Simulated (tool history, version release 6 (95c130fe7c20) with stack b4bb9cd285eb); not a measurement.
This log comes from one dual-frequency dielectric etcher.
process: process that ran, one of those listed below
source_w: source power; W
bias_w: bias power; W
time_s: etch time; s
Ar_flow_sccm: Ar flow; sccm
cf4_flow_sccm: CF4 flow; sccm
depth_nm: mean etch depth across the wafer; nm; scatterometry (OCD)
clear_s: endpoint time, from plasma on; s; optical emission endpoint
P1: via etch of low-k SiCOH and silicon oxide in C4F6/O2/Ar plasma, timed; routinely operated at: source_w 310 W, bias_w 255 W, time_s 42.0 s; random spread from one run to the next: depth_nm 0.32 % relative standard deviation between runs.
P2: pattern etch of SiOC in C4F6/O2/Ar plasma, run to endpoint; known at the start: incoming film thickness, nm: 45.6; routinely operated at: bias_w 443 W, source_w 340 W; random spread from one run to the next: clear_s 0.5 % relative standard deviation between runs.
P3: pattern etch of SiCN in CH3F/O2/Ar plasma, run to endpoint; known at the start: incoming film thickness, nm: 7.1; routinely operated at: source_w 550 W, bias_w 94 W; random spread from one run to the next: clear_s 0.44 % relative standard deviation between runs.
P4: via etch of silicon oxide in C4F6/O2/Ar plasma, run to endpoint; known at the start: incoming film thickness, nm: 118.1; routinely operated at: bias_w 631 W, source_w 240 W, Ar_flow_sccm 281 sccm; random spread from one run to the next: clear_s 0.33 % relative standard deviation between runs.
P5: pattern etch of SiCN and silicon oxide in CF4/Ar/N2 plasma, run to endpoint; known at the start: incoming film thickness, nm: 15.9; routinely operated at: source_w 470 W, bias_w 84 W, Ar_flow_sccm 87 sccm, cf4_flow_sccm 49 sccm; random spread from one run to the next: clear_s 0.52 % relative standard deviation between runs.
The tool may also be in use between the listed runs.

| run | day | process | source_w | bias_w | time_s | Ar_flow_sccm | cf4_flow_sccm | depth_nm | clear_s |
|---|---|---|---|---|---|---|---|---|---|
| 1 | 0.438 | P1 | 310 | 255 | 42.0 |  |  | 112.580 |  |
| 2 | 0.958 | P2 | 340 | 443 |  |  |  |  | 16.861 |
| 3 | 1.438 | P3 | 670 | 94 |  |  |  |  | 14.554 |
| 4 | 2.054 | P1 | 310 | 255 | 42.0 |  |  | 112.760 |  |
| 5 | 2.338 | P1 | 310 | 255 | 55.5 |  |  | 148.210 |  |
| 6 | 2.717 | P1 | 310 | 167 | 42.0 |  |  | 97.883 |  |
| 7 | 3.183 | P5 | 320 | 84 |  | 87 | 49 |  | 23.724 |
| 8 | 3.521 | P2 | 340 | 301 |  |  |  |  | 19.337 |
| 9 | 4.162 | P1 | 390 | 172 | 42.0 |  |  | 108.060 |  |
| 10 | 4.721 | P5 | 470 | 84 |  | 87 | 49 |  | 17.216 |
| 11 | 5.046 | P4 | 240 | 631 |  | 281 |  |  | 28.674 |
| 12 | 5.496 | P5 | 470 | 84 |  | 64 | 49 |  | 16.283 |
| 13 | 5.996 | P1 | 310 | 255 | 28.0 |  |  | 74.799 |  |
| 14 | 6.425 | P1 | 380 | 255 | 42.0 |  |  | 121.440 |  |
| 15 | 6.721 | P4 | 240 | 631 |  | 207 |  |  | 28.115 |
| 16 | 7.104 | P1 | 310 | 255 | 42.0 |  |  | 112.230 |  |
| 17 | 7.438 | P5 | 470 | 84 |  | 87 | 49 |  | 17.126 |
|  | 7.712 | wet clean of the chamber |
| 18 | 7.867 | P4 | 340 | 631 |  | 281 |  |  | 25.356 |
| 19 | 8.404 | P3 | 550 | 94 |  |  |  |  | 15.661 |
| 20 | 8.925 | P1 | 310 | 255 | 42.0 |  |  | 112.530 |  |
| 21 | 9.333 | P5 | 470 | 104 |  | 87 | 49 |  | 15.736 |
| 22 | 9.800 | P1 | 310 | 349 | 42.0 |  |  | 124.910 |  |
| 23 | 10.304 | P4 | 240 | 806 |  | 281 |  |  | 26.007 |
| 24 | 10.712 | P3 | 550 | 59 |  |  |  |  | 18.396 |
| 25 | 11.188 | P4 | 240 | 631 |  | 281 |  |  | 28.751 |
|  | 11.362 | bias power generator calibrated |
| 26 | 11.833 | P1 | 180 | 255 | 42.0 |  |  | 92.138 |  |
| 27 | 12.125 | P5 | 470 | 84 |  | 87 | 61 |  | 16.395 |
| 28 | 12.517 | P1 | 310 | 255 | 42.0 |  |  | 112.380 |  |
| 29 | 13.012 | P1 | 220 | 255 | 57.5 |  |  | 134.900 |  |
| 30 | 13.550 | P2 | 220 | 443 |  |  |  |  | 19.777 |
| 31 | 13.842 | P2 | 340 | 443 |  |  |  |  | 16.834 |
| 32 | 14.442 | P1 | 310 | 255 | 42.0 |  |  | 111.930 |  |
| 33 | 14.842 | P1 | 310 | 255 | 42.0 |  |  | 112.850 |  |
| 34 | 15.246 | P1 | 310 | 255 | 42.0 |  |  | 113.790 |  |
| 35 | 15.725 | P1 | 310 | 255 | 42.0 |  |  | 114.590 |  |
| 36 | 16.279 | P1 | 310 | 255 | 42.0 |  |  | 113.720 |  |
| 37 | 16.667 | P1 | 310 | 255 | 42.0 |  |  | 114.040 |  |
|  | 16.733 | wet clean of the chamber |
| 38 | 17.125 | P1 | 310 | 255 | 42.0 |  |  | 114.590 |  |
| 39 | 17.521 | P1 | 310 | 255 | 42.0 |  |  | 114.710 |  |
| 40 | 18.083 | P1 | 310 | 255 | 42.0 |  |  | 114.680 |  |
| 41 | 18.371 | P1 | 310 | 255 | 42.0 |  |  | 114.030 |  |

Compared with where it was, what P1 gives has crept away. Each cause listed below fits the log as well as the rest, at the size given for it:
A: source power that arrives over what is set, % = 4.26
B: bias power that arrives over what is set, % = 4.69
The creep began at about day 14.442.
Why every other cause is out:
chamber walls in a state that raises the etch rate, %: its service at day 16.733 followed the start of the drift and did not put the process back to its old value

Each of the check runs listed below is run on 5 wafers and reports their average, with the results left as question marks. Pick the one under which the possible causes would lead to clearly different results.
| check 1 | 18.658 | P3 | 550 | 94 |  |  |  |  | ? |
| check 2 | 18.658 | P4 | 240 | 631 |  | 281 |  |  | ? |
| check 3 | 18.658 | P2 | 340 | 443 |  |  |  |  | ? |
| check 4 | 18.658 | P5 | 470 | 84 |  | 87 | 49 |  | ? |

If the cause were each of the candidates in turn, the checks would give the following:
| check | result | if A | if B |
|---|---|---|---|
| check 1 | clear_s | 15.401 | 15.382 |
| check 2 | clear_s | 28.437 | 28.352 |
| check 3 | clear_s | 16.570 | 16.544 |
| check 4 | clear_s | 16.409 | 16.741 |
Per check, the gap between the least separated pair of causes, taken in the result that splits them most: check 1 0.13 %; check 2 0.3 %; check 3 0.16 %; check 4 2 %
Only in check 4 would the causes give clearly different results; in the remaining checks their results would be nearly the same.

Then check 4 was run and gave: clear_s 16.766 s. Which cause is it?

B is the cause: bias power that arrives over what is set, %.

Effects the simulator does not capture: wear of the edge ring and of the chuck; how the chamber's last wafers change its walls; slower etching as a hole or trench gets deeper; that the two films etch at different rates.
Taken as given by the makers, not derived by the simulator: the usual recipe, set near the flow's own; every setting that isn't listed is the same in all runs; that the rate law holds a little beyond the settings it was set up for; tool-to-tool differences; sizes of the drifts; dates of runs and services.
